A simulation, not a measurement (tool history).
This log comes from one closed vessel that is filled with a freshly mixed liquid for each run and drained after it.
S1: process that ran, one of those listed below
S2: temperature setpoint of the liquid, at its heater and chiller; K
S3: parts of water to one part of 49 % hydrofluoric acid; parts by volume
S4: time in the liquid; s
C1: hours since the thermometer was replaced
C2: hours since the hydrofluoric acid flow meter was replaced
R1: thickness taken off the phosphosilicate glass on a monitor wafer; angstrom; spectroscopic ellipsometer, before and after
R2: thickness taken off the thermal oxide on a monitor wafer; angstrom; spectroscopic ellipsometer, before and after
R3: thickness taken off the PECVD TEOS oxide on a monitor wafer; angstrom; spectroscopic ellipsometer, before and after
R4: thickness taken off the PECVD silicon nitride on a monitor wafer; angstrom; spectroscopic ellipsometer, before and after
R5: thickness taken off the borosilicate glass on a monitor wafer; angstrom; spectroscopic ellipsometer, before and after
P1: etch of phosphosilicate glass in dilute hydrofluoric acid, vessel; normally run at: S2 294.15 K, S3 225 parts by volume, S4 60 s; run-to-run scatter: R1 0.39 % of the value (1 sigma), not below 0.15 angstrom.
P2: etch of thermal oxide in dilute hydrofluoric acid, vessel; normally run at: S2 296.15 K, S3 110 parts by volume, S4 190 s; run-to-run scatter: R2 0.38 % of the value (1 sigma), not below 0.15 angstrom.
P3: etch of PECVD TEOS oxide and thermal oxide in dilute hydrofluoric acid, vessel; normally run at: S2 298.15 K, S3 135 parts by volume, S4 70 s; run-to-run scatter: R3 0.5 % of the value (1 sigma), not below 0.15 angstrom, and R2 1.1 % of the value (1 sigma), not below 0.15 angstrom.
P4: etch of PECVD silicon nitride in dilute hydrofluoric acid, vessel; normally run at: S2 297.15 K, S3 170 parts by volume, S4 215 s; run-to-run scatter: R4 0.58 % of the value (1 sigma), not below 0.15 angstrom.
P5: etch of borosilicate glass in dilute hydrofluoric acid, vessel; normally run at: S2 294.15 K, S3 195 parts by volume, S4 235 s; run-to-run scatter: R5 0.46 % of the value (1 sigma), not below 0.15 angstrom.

{"run": 1, "hour": 5.8, "S1": "P1", "S2": 294.15, "S3": 225, "S4": 60, "C1": 216.2, "C2": 243.9, "R1": 283.78}
{"run": 2, "hour": 13.1, "S1": "P2", "S2": 296.15, "S3": 110, "S4": 190, "C1": 223.5, "C2": 251.2, "R2": 77.382}
{"run": 3, "hour": 17.2, "S1": "P1", "S2": 300.15, "S3": 225, "S4": 60, "C1": 227.6, "C2": 255.3, "R1": 351.9}
{"run": 4, "hour": 21.8, "S1": "P1", "S2": 294.15, "S3": 225, "S4": 60, "C1": 232.2, "C2": 259.9, "R1": 282.48}
{"run": 5, "hour": 29.1, "S1": "P1", "S2": 297.65, "S3": 225, "S4": 105, "C1": 239.5, "C2": 267.2, "R1": 566.74}
{"run": 6, "hour": 34.3, "S1": "P3", "S2": 298.15, "S3": 240, "S4": 70, "C1": 244.7, "C2": 272.4, "R2": 12.572, "R3": 21.759}
{"run": 7, "hour": 40.0, "S1": "P1", "S2": 294.15, "S3": 225, "S4": 60, "C1": 250.4, "C2": 278.1, "R1": 282.6}
{"run": 8, "hour": 45.9, "S1": "P2", "S2": 301.65, "S3": 110, "S4": 190, "C1": 256.3, "C2": 284, "R2": 96.229}
{"run": 9, "hour": 50.3, "S1": "P1", "S2": 294.15, "S3": 325, "S4": 60, "C1": 260.7, "C2": 288.4, "R1": 178.33}
{"hour": 52.6, "done": "thermometer replaced"}
{"run": 10, "hour": 55.1, "S1": "P4", "S2": 290.65, "S3": 170, "S4": 215, "C1": 2.5, "C2": 293.2, "R4": 29.408}
{"run": 11, "hour": 58.6, "S1": "P2", "S2": 296.15, "S3": 110, "S4": 190, "C1": 6, "C2": 296.7, "R2": 76.632}
{"run": 12, "hour": 65.9, "S1": "P1", "S2": 290.15, "S3": 225, "S4": 60, "C1": 13.3, "C2": 304, "R1": 242.38}
{"run": 13, "hour": 69.5, "S1": "P3", "S2": 298.15, "S3": 135, "S4": 70, "C1": 16.9, "C2": 307.6, "R2": 25.776, "R3": 43.017}
{"run": 14, "hour": 77.0, "S1": "P5", "S2": 294.15, "S3": 315, "S4": 235, "C1": 24.4, "C2": 315.1, "R5": 226.83}
{"run": 15, "hour": 80.3, "S1": "P1", "S2": 294.15, "S3": 225, "S4": 60, "C1": 27.7, "C2": 318.4, "R1": 282.96}
{"run": 16, "hour": 87.3, "S1": "P1", "S2": 294.15, "S3": 225, "S4": 30, "C1": 34.7, "C2": 325.4, "R1": 141.92}
{"run": 17, "hour": 94.1, "S1": "P2", "S2": 296.15, "S3": 110, "S4": 380, "C1": 41.5, "C2": 332.2, "R2": 154.82}
{"run": 18, "hour": 99.4, "S1": "P4", "S2": 297.15, "S3": 170, "S4": 215, "C1": 46.8, "C2": 337.5, "R4": 44.29}
{"run": 19, "hour": 106.0, "S1": "P1", "S2": 294.15, "S3": 225, "S4": 60, "C1": 53.4, "C2": 344.1, "R1": 281.6}
{"run": 20, "hour": 109.4, "S1": "P5", "S2": 290.15, "S3": 195, "S4": 235, "C1": 56.8, "C2": 347.5, "R5": 351.86}
{"run": 21, "hour": 115.7, "S1": "P3", "S2": 298.15, "S3": 135, "S4": 125, "C1": 63.1, "C2": 353.8, "R2": 45.761, "R3": 77.259}
{"run": 22, "hour": 119.5, "S1": "P4", "S2": 297.15, "S3": 170, "S4": 215, "C1": 66.9, "C2": 357.6, "R4": 44.947}
{"run": 23, "hour": 122.9, "S1": "P2", "S2": 296.15, "S3": 50, "S4": 190, "C1": 70.3, "C2": 361, "R2": 182.64}
{"run": 24, "hour": 126.7, "S1": "P1", "S2": 294.15, "S3": 225, "S4": 120, "C1": 74.1, "C2": 364.8, "R1": 564.56}
{"run": 25, "hour": 133.4, "S1": "P1", "S2": 294.15, "S3": 360, "S4": 110, "C1": 80.8, "C2": 371.5, "R1": 287.24}
{"run": 26, "hour": 137.0, "S1": "P5", "S2": 294.15, "S3": 195, "S4": 235, "C1": 84.4, "C2": 375.1, "R5": 409.04}
{"run": 27, "hour": 142.5, "S1": "P4", "S2": 297.15, "S3": 105, "S4": 215, "C1": 89.9, "C2": 380.6, "R4": 71.288}
{"run": 28, "hour": 148.8, "S1": "P5", "S2": 294.15, "S3": 195, "S4": 440, "C1": 96.2, "C2": 386.9, "R5": 770.25}
{"run": 29, "hour": 153.8, "S1": "P3", "S2": 291.15, "S3": 135, "S4": 70, "C1": 101.2, "C2": 391.9, "R2": 19.701, "R3": 32.501}
{"run": 30, "hour": 157.3, "S1": "P1", "S2": 294.15, "S3": 95, "S4": 60, "C1": 104.7, "C2": 395.4, "R1": 766.38}
{"run": 31, "hour": 162.2, "S1": "P4", "S2": 297.15, "S3": 170, "S4": 120, "C1": 109.6, "C2": 400.3, "R4": 25.511}
{"run": 32, "hour": 167.7, "S1": "P1", "S2": 294.15, "S3": 225, "S4": 60, "C1": 115.1, "C2": 405.8, "R1": 283.36}
{"run": 33, "hour": 172.7, "S1": "P1", "S2": 294.15, "S3": 225, "S4": 60, "C1": 120.1, "C2": 410.8, "R1": 276.39}
{"run": 34, "hour": 177.0, "S1": "P1", "S2": 294.15, "S3": 225, "S4": 60, "C1": 124.4, "C2": 415.1, "R1": 272.47}
{"run": 35, "hour": 184.0, "S1": "P1", "S2": 294.15, "S3": 225, "S4": 60, "C1": 131.4, "C2": 422.1, "R1": 269.7}
{"run": 36, "hour": 191.3, "S1": "P1", "S2": 294.15, "S3": 225, "S4": 60, "C1": 138.7, "C2": 429.4, "R1": 265.61}
{"run": 37, "hour": 197.8, "S1": "P1", "S2": 294.15, "S3": 225, "S4": 60, "C1": 145.2, "C2": 435.9, "R1": 263.6}
{"run": 38, "hour": 204.6, "S1": "P1", "S2": 294.15, "S3": 225, "S4": 60, "C1": 152, "C2": 442.7, "R1": 261.59}
{"run": 39, "hour": 211.8, "S1": "P1", "S2": 294.15, "S3": 225, "S4": 60, "C1": 159.2, "C2": 449.9, "R1": 261.55}
{"run": 40, "hour": 218.6, "S1": "P1", "S2": 294.15, "S3": 225, "S4": 60, "C1": 166, "C2": 456.7, "R1": 260.19}
{"run": 41, "hour": 225.1, "S1": "P1", "S2": 294.15, "S3": 225, "S4": 60, "C1": 172.5, "C2": 463.2, "R1": 260.22}
{"run": 42, "hour": 229.2, "S1": "P1", "S2": 294.15, "S3": 225, "S4": 60, "C1": 176.6, "C2": 467.3, "R1": 260.37}

What P1 gives has crept off from where it sat before. The 2 causes that follow fit the log equally well, each at the size noted:
A: liquid colder than its thermometer reads (K) = 2.19
B: hydrofluoric acid flow below the setpoint (%) = 6.55
The creep began at about hour 167.7.

Which of the 4 check runs listed below separates the causes, so that each cause would produce a clearly different result? Each run uses one wafer, and its results are marked with question marks.
{"run": "check 1", "hour": 233.3, "S1": "P2", "S2": 300.15, "S3": 110, "S4": 330, "R2": "?"}
{"run": "check 2", "hour": 233.3, "S1": "P4", "S2": 293.15, "S3": 170, "S4": 215, "R4": "?"}
{"run": "check 3", "hour": 233.3, "S1": "P3", "S2": 293.15, "S3": 135, "S4": 70, "R2": "?", "R3": "?"}
{"run": "check 4", "hour": 233.3, "S1": "P5", "S2": 290.15, "S3": 300, "S4": 235, "R5": "?"}

Predicted outcomes, by check and by cause:
check=check_1 result=R2 if_A=144.36 if_B=145.36
check=check_2 result=R4 if_A=29.713 if_B=32.212
check=check_3 result=R2 if_A=19.299 if_B=19.517
check=check_3 result=R3 if_A=32.648 if_B=33.016
check=check_4 result=R5 if_A=192.12 if_B=191.91
Per check, the gap between the least separated pair of causes, taken in the result that splits them most: check 1 0.69 %; check 2 8.07 %; check 3 1.12 %; check 4 0.11 %
Check 2 distinguishes between the causes, while the remaining checks would return nearly the same result for all of them.

Check 2 was carried out, with these results: R4 29.733 angstrom. Which of the listed causes is responsible?

The correct cause is A, namely: liquid colder than its thermometer reads (K).
